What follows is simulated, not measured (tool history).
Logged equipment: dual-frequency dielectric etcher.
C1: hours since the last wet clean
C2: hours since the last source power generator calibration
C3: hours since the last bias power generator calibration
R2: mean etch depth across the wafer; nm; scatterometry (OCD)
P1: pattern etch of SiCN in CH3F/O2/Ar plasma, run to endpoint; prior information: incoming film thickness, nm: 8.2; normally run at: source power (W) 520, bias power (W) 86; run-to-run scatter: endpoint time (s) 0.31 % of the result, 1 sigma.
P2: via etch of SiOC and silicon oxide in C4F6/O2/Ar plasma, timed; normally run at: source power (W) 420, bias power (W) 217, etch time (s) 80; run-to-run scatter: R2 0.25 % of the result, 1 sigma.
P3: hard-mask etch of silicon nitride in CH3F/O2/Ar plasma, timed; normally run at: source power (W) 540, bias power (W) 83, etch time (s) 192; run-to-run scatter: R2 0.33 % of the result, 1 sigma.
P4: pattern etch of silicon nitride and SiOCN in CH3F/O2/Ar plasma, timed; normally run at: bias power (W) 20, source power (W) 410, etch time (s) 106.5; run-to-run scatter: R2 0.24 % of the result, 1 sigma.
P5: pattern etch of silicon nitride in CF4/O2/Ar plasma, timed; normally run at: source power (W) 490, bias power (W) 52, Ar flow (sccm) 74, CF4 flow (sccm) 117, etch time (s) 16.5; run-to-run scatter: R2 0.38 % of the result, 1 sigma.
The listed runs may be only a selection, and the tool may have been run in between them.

{"run": 1, "hour": 18.3, "process that ran": "P1", "source power (W)": 520, "bias power (W)": 86, "C1": 357.2, "C2": 418.4, "C3": 2144.9, "endpoint time (s)": 18.465}
{"run": 2, "hour": 34.3, "process that ran": "P2", "source power (W)": 420, "bias power (W)": 217, "etch time (s)": 118.5, "C1": 373.2, "C2": 434.4, "C3": 2160.9, "R2": 142.9}
{"run": 3, "hour": 52.3, "process that ran": "P1", "source power (W)": 520, "bias power (W)": 86, "C1": 391.2, "C2": 452.4, "C3": 2178.9, "endpoint time (s)": 18.413}
{"run": 4, "hour": 64.6, "process that ran": "P5", "source power (W)": 490, "bias power (W)": 36, "etch time (s)": 16.5, "Ar flow (sccm)": 74, "CF4 flow (sccm)": 117, "C1": 403.5, "C2": 464.7, "C3": 2191.2, "R2": 28.958}
{"run": 5, "hour": 79.7, "process that ran": "P1", "source power (W)": 390, "bias power (W)": 105, "C1": 418.6, "C2": 479.8, "C3": 2206.3, "endpoint time (s)": 18.926}
{"run": 6, "hour": 90.8, "process that ran": "P1", "source power (W)": 520, "bias power (W)": 58, "C1": 429.7, "C2": 490.9, "C3": 2217.4, "endpoint time (s)": 21.07}
{"run": 7, "hour": 105.7, "process that ran": "P2", "source power (W)": 260, "bias power (W)": 217, "etch time (s)": 80, "C1": 444.6, "C2": 505.8, "C3": 2232.3, "R2": 80.362}
{"run": 8, "hour": 120.5, "process that ran": "P1", "source power (W)": 520, "bias power (W)": 113, "C1": 459.4, "C2": 520.6, "C3": 2247.1, "endpoint time (s)": 16.535}
{"run": 9, "hour": 129.6, "process that ran": "P5", "source power (W)": 490, "bias power (W)": 52, "etch time (s)": 16.5, "Ar flow (sccm)": 74, "CF4 flow (sccm)": 149, "C1": 468.5, "C2": 529.7, "C3": 2256.2, "R2": 33.645}
{"run": 10, "hour": 138.4, "process that ran": "P1", "source power (W)": 520, "bias power (W)": 86, "C1": 477.3, "C2": 538.5, "C3": 2265, "endpoint time (s)": 18.389}
{"run": 11, "hour": 154.3, "process that ran": "P2", "source power (W)": 420, "bias power (W)": 217, "etch time (s)": 80, "C1": 493.2, "C2": 554.4, "C3": 2280.9, "R2": 96.172}
{"hour": 156.0, "done": "source power generator calibrated"}
{"run": 12, "hour": 167.6, "process that ran": "P5", "source power (W)": 680, "bias power (W)": 52, "etch time (s)": 16.5, "Ar flow (sccm)": 74, "CF4 flow (sccm)": 117, "C1": 506.5, "C2": 11.6, "C3": 2294.2, "R2": 43.783}
{"run": 13, "hour": 181.5, "process that ran": "P1", "source power (W)": 520, "bias power (W)": 86, "C1": 520.4, "C2": 25.5, "C3": 2308.1, "endpoint time (s)": 18.393}
{"run": 14, "hour": 191.5, "process that ran": "P3", "source power (W)": 360, "bias power (W)": 83, "etch time (s)": 192, "C1": 530.4, "C2": 35.5, "C3": 2318.1, "R2": 139.93}
{"run": 15, "hour": 206.7, "process that ran": "P1", "source power (W)": 390, "bias power (W)": 86, "C1": 545.6, "C2": 50.7, "C3": 2333.3, "endpoint time (s)": 20.449}
{"run": 16, "hour": 218.1, "process that ran": "P5", "source power (W)": 490, "bias power (W)": 52, "etch time (s)": 16.5, "Ar flow (sccm)": 74, "CF4 flow (sccm)": 117, "C1": 557, "C2": 62.1, "C3": 2344.7, "R2": 32.993}
{"run": 17, "hour": 228.2, "process that ran": "P1", "source power (W)": 400, "bias power (W)": 69, "C1": 567.1, "C2": 72.2, "C3": 2354.8, "endpoint time (s)": 21.986}
{"run": 18, "hour": 243.7, "process that ran": "P3", "source power (W)": 540, "bias power (W)": 83, "etch time (s)": 192, "C1": 582.6, "C2": 87.7, "C3": 2370.3, "R2": 162.59}
{"run": 19, "hour": 252.5, "process that ran": "P5", "source power (W)": 490, "bias power (W)": 52, "etch time (s)": 16.5, "Ar flow (sccm)": 49, "CF4 flow (sccm)": 117, "C1": 591.4, "C2": 96.5, "C3": 2379.1, "R2": 34.185}
{"run": 20, "hour": 271.0, "process that ran": "P3", "source power (W)": 540, "bias power (W)": 83, "etch time (s)": 142, "C1": 609.9, "C2": 115, "C3": 2397.6, "R2": 120.45}
{"run": 21, "hour": 287.7, "process that ran": "P4", "source power (W)": 410, "bias power (W)": 20, "etch time (s)": 130, "C1": 626.6, "C2": 131.7, "C3": 2414.3, "R2": 17.093}
{"run": 22, "hour": 296.9, "process that ran": "P2", "source power (W)": 420, "bias power (W)": 217, "etch time (s)": 80, "C1": 635.8, "C2": 140.9, "C3": 2423.5, "R2": 96.966}
{"run": 23, "hour": 313.6, "process that ran": "P4", "source power (W)": 410, "bias power (W)": 12, "etch time (s)": 106.5, "C1": 652.5, "C2": 157.6, "C3": 2440.2, "R2": 11.439}
{"run": 24, "hour": 323.5, "process that ran": "P4", "source power (W)": 410, "bias power (W)": 20, "etch time (s)": 106.5, "C1": 662.4, "C2": 167.5, "C3": 2450.1, "R2": 14.107}
{"run": 25, "hour": 335.5, "process that ran": "P5", "source power (W)": 490, "bias power (W)": 52, "etch time (s)": 9.5, "Ar flow (sccm)": 74, "CF4 flow (sccm)": 117, "C1": 674.4, "C2": 179.5, "C3": 2462.1, "R2": 18.824}
{"run": 26, "hour": 348.3, "process that ran": "P1", "source power (W)": 700, "bias power (W)": 86, "C1": 687.2, "C2": 192.3, "C3": 2474.9, "endpoint time (s)": 16.548}
{"run": 27, "hour": 361.4, "process that ran": "P1", "source power (W)": 650, "bias power (W)": 61, "C1": 700.3, "C2": 205.4, "C3": 2488, "endpoint time (s)": 19.052}
{"run": 28, "hour": 371.1, "process that ran": "P2", "source power (W)": 420, "bias power (W)": 281, "etch time (s)": 80, "C1": 710, "C2": 215.1, "C3": 2497.7, "R2": 105.02}
{"run": 29, "hour": 389.2, "process that ran": "P4", "source power (W)": 560, "bias power (W)": 20, "etch time (s)": 106.5, "C1": 728.1, "C2": 233.2, "C3": 2515.8, "R2": 15.743}
{"run": 30, "hour": 404.4, "process that ran": "P3", "source power (W)": 540, "bias power (W)": 49, "etch time (s)": 192, "C1": 743.3, "C2": 248.4, "C3": 2531, "R2": 137.11}
{"run": 31, "hour": 418.1, "process that ran": "P1", "source power (W)": 520, "bias power (W)": 86, "C1": 757, "C2": 262.1, "C3": 2544.7, "endpoint time (s)": 18.359}
{"run": 32, "hour": 427.3, "process that ran": "P1", "source power (W)": 520, "bias power (W)": 86, "C1": 766.2, "C2": 271.3, "C3": 2553.9, "endpoint time (s)": 18.421}
{"run": 33, "hour": 439.4, "process that ran": "P1", "source power (W)": 520, "bias power (W)": 86, "C1": 778.3, "C2": 283.4, "C3": 2566, "endpoint time (s)": 18.302}
{"run": 34, "hour": 452.9, "process that ran": "P1", "source power (W)": 520, "bias power (W)": 86, "C1": 791.8, "C2": 296.9, "C3": 2579.5, "endpoint time (s)": 18.21}
{"run": 35, "hour": 469.8, "process that ran": "P1", "source power (W)": 520, "bias power (W)": 86, "C1": 808.7, "C2": 313.8, "C3": 2596.4, "endpoint time (s)": 18.137}
{"run": 36, "hour": 478.8, "process that ran": "P1", "source power (W)": 520, "bias power (W)": 86, "C1": 817.7, "C2": 322.8, "C3": 2605.4, "endpoint time (s)": 18.126}
{"run": 37, "hour": 489.9, "process that ran": "P1", "source power (W)": 520, "bias power (W)": 86, "C1": 828.8, "C2": 333.9, "C3": 2616.5, "endpoint time (s)": 18.095}
{"run": 38, "hour": 503.8, "process that ran": "P1", "source power (W)": 520, "bias power (W)": 86, "C1": 842.7, "C2": 347.8, "C3": 2630.4, "endpoint time (s)": 18.145}
{"run": 39, "hour": 520.9, "process that ran": "P1", "source power (W)": 520, "bias power (W)": 86, "C1": 859.8, "C2": 364.9, "C3": 2647.5, "endpoint time (s)": 18.198}
{"hour": 524.8, "done": "wet clean of the chamber"}
{"run": 40, "hour": 533.3, "process that ran": "P1", "source power (W)": 520, "bias power (W)": 86, "C1": 8.5, "C2": 377.3, "C3": 2659.9, "endpoint time (s)": 18.168}
{"run": 41, "hour": 546.5, "process that ran": "P1", "source power (W)": 520, "bias power (W)": 86, "C1": 21.7, "C2": 390.5, "C3": 2673.1, "endpoint time (s)": 18.102}
{"run": 42, "hour": 557.7, "process that ran": "P1", "source power (W)": 520, "bias power (W)": 86, "C1": 32.9, "C2": 401.7, "C3": 2684.3, "endpoint time (s)": 18.127}
{"run": 43, "hour": 572.8, "process that ran": "P1", "source power (W)": 520, "bias power (W)": 86, "C1": 48, "C2": 416.8, "C3": 2699.4, "endpoint time (s)": 18.115}

P1 has crept away from where it was. The log is fitted equally well by each of these 2 causes, at the sizes shown:
A: source power that arrives over what is set, % = 4.24
B: bias power that arrives over what is set, % = 4.39
Onset of the creep was near hour 427.3.
Other possible causes, and why each is ruled out:
chamber walls in a state that raises the etch rate, %: serviced at hour 524.8, which brought nothing back

Of the 4 check runs below, each run on 2 wafers with the results averaged and each result still a question mark, which one would tell the listed causes apart?
{"run": "check 1", "hour": 587.9, "process that ran": "P2", "source power (W)": 280, "bias power (W)": 217, "etch time (s)": 111, "R2": "?"}
{"run": "check 2", "hour": 587.9, "process that ran": "P5", "source power (W)": 490, "bias power (W)": 52, "etch time (s)": 12.5, "Ar flow (sccm)": 74, "CF4 flow (sccm)": 117, "R2": "?"}
{"run": "check 3", "hour": 587.9, "process that ran": "P3", "source power (W)": 540, "bias power (W)": 63, "etch time (s)": 192, "R2": "?"}
{"run": "check 4", "hour": 587.9, "process that ran": "P4", "source power (W)": 550, "bias power (W)": 20, "etch time (s)": 106.5, "R2": "?"}

What every check run would give for each of its results, assuming each possible cause in turn:
check=check_1 result=R2 if_A=116.47 if_B=116.35
check=check_2 result=R2 if_A=25.823 if_B=25.289
check=check_3 result=R2 if_A=150.81 if_B=150.51
check=check_4 result=R2 if_A=15.832 if_B=15.889
Smallest distance between any two causes, each pair judged by its most separating result, in per cent: check 1 0.11 %; check 2 2.09 %; check 3 0.2 %; check 4 0.36 %
Of the check runs offered, only check 2 discriminates between the causes; the rest would read about the same regardless of which cause applies.

Check 2 was carried out, with these results: R2 25.744 nm. Which of the listed causes is responsible?

It was cause A: source power that arrives over what is set, %.
